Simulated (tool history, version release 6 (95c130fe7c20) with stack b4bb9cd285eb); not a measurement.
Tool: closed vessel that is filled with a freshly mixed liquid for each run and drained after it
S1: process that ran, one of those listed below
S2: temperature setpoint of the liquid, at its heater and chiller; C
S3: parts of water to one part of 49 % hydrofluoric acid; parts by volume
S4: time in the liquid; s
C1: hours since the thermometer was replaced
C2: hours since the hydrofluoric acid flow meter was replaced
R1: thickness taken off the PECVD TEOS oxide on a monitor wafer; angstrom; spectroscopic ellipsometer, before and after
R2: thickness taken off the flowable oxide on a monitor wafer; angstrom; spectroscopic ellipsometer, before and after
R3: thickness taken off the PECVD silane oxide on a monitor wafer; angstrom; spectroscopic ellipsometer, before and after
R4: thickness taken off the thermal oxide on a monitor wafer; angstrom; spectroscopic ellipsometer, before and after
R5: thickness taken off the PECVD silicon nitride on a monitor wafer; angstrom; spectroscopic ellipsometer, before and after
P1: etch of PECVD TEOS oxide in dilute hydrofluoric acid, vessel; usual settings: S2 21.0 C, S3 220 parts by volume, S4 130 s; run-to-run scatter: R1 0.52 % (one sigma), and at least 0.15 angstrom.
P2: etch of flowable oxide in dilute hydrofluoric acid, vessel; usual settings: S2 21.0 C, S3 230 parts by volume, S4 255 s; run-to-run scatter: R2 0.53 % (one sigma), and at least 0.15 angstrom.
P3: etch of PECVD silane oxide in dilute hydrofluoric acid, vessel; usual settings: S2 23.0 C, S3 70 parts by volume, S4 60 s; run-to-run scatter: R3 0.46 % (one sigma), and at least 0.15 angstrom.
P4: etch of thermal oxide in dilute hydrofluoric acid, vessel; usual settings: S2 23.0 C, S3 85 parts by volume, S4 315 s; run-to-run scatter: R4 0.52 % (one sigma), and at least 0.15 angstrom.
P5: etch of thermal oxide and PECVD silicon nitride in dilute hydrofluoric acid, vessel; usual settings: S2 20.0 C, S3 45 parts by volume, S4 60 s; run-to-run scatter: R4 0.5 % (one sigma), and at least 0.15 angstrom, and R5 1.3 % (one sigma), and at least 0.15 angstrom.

{"run": 1, "hour": 4.5, "S1": "P1", "S2": 21.0, "S3": 220, "S4": 130, "C1": 376.1, "C2": 1750.6, "R1": 40.345}
{"run": 2, "hour": 7.2, "S1": "P2", "S2": 21.0, "S3": 230, "S4": 420, "C1": 378.8, "C2": 1753.3, "R2": 476.48}
{"run": 3, "hour": 10.2, "S1": "P1", "S2": 21.0, "S3": 300, "S4": 80, "C1": 381.8, "C2": 1756.3, "R1": 16.861}
{"run": 4, "hour": 13.3, "S1": "P3", "S2": 23.0, "S3": 70, "S4": 60, "C1": 384.9, "C2": 1759.4, "R3": 433.31}
{"run": 5, "hour": 19.3, "S1": "P1", "S2": 27.0, "S3": 220, "S4": 130, "C1": 390.9, "C2": 1765.4, "R1": 50.929}
{"run": 6, "hour": 23.5, "S1": "P1", "S2": 21.0, "S3": 335, "S4": 130, "C1": 395.1, "C2": 1769.6, "R1": 23.685}
{"run": 7, "hour": 27.3, "S1": "P4", "S2": 23.0, "S3": 125, "S4": 315, "C1": 398.9, "C2": 1773.4, "R4": 116.69}
{"run": 8, "hour": 31.5, "S1": "P3", "S2": 23.0, "S3": 125, "S4": 60, "C1": 403.1, "C2": 1777.6, "R3": 226.96}
{"run": 9, "hour": 36.5, "S1": "P1", "S2": 26.5, "S3": 220, "S4": 45, "C1": 408.1, "C2": 1782.6, "R1": 17.011}
{"run": 10, "hour": 40.8, "S1": "P1", "S2": 21.0, "S3": 220, "S4": 130, "C1": 412.4, "C2": 1786.9, "R1": 39.891}
{"run": 11, "hour": 44.6, "S1": "P3", "S2": 23.0, "S3": 70, "S4": 60, "C1": 416.2, "C2": 1790.7, "R3": 433.35}
{"run": 12, "hour": 47.7, "S1": "P5", "S2": 20.0, "S3": 45, "S4": 115, "C1": 419.3, "C2": 1793.8, "R4": 99.998, "R5": 37.547}
{"run": 13, "hour": 51.7, "S1": "P2", "S2": 21.0, "S3": 230, "S4": 255, "C1": 423.3, "C2": 1797.8, "R2": 291.77}
{"run": 14, "hour": 55.1, "S1": "P1", "S2": 21.0, "S3": 220, "S4": 240, "C1": 426.7, "C2": 1801.2, "R1": 74.931}
{"run": 15, "hour": 60.2, "S1": "P5", "S2": 20.0, "S3": 20, "S4": 60, "C1": 431.8, "C2": 1806.3, "R4": 121.24, "R5": 41.762}
{"run": 16, "hour": 65.8, "S1": "P4", "S2": 31.0, "S3": 85, "S4": 315, "C1": 437.4, "C2": 1811.9, "R4": 246.1}
{"run": 17, "hour": 71.2, "S1": "P3", "S2": 30.5, "S3": 70, "S4": 60, "C1": 442.8, "C2": 1817.3, "R3": 584.65}
{"run": 18, "hour": 74.9, "S1": "P2", "S2": 17.0, "S3": 230, "S4": 255, "C1": 446.5, "C2": 1821.0, "R2": 249.26}
{"run": 19, "hour": 79.9, "S1": "P2", "S2": 21.0, "S3": 320, "S4": 255, "C1": 451.5, "C2": 1826.0, "R2": 190.69}
{"run": 20, "hour": 84.5, "S1": "P2", "S2": 21.0, "S3": 230, "S4": 255, "C1": 456.1, "C2": 1830.6, "R2": 290.64}
{"run": 21, "hour": 88.1, "S1": "P1", "S2": 21.0, "S3": 220, "S4": 130, "C1": 459.7, "C2": 1834.2, "R1": 40.071}
{"run": 22, "hour": 91.8, "S1": "P1", "S2": 21.0, "S3": 220, "S4": 30, "C1": 463.4, "C2": 1837.9, "R1": 9.0427}
{"run": 23, "hour": 97.2, "S1": "P1", "S2": 21.0, "S3": 220, "S4": 130, "C1": 468.8, "C2": 1843.3, "R1": 39.913}
{"run": 24, "hour": 102.2, "S1": "P4", "S2": 23.0, "S3": 85, "S4": 570, "C1": 473.8, "C2": 1848.3, "R4": 321.71}
{"run": 25, "hour": 105.1, "S1": "P1", "S2": 17.0, "S3": 220, "S4": 130, "C1": 476.7, "C2": 1851.2, "R1": 34.57}
{"run": 26, "hour": 110.9, "S1": "P5", "S2": 25.0, "S3": 45, "S4": 60, "C1": 482.5, "C2": 1857.0, "R4": 64.613, "R5": 26.199}
{"run": 27, "hour": 115.8, "S1": "P4", "S2": 23.0, "S3": 85, "S4": 315, "C1": 487.4, "C2": 1861.9, "R4": 179.39}
{"run": 28, "hour": 121.4, "S1": "P3", "S2": 23.0, "S3": 70, "S4": 30, "C1": 493.0, "C2": 1867.5, "R3": 213.49}
{"run": 29, "hour": 126.2, "S1": "P5", "S2": 20.0, "S3": 45, "S4": 60, "C1": 497.8, "C2": 1872.3, "R4": 52.198, "R5": 18.637}
{"run": 30, "hour": 128.9, "S1": "P1", "S2": 21.0, "S3": 85, "S4": 130, "C1": 500.5, "C2": 1875.0, "R1": 120.29}
{"run": 31, "hour": 134.7, "S1": "P1", "S2": 21.0, "S3": 220, "S4": 130, "C1": 506.3, "C2": 1880.8, "R1": 39.951}
{"run": 32, "hour": 137.6, "S1": "P1", "S2": 21.0, "S3": 220, "S4": 130, "C1": 509.2, "C2": 1883.7, "R1": 39.187}
{"run": 33, "hour": 141.8, "S1": "P1", "S2": 21.0, "S3": 220, "S4": 130, "C1": 513.4, "C2": 1887.9, "R1": 38.421}
{"run": 34, "hour": 147.2, "S1": "P1", "S2": 21.0, "S3": 220, "S4": 130, "C1": 518.8, "C2": 1893.3, "R1": 37.368}
{"run": 35, "hour": 151.6, "S1": "P1", "S2": 21.0, "S3": 220, "S4": 130, "C1": 523.2, "C2": 1897.7, "R1": 37.387}
{"run": 36, "hour": 155.4, "S1": "P1", "S2": 21.0, "S3": 220, "S4": 130, "C1": 527.0, "C2": 1901.5, "R1": 37.605}

Run 37 comes next. What will it give?
{"run": 37, "hour": 159.4, "S1": "P1", "S2": 21.0, "S3": 220, "S4": 130, "C1": 531.0, "C2": 1905.5, "R1": "?"}

R1: 37.0830 angstrom
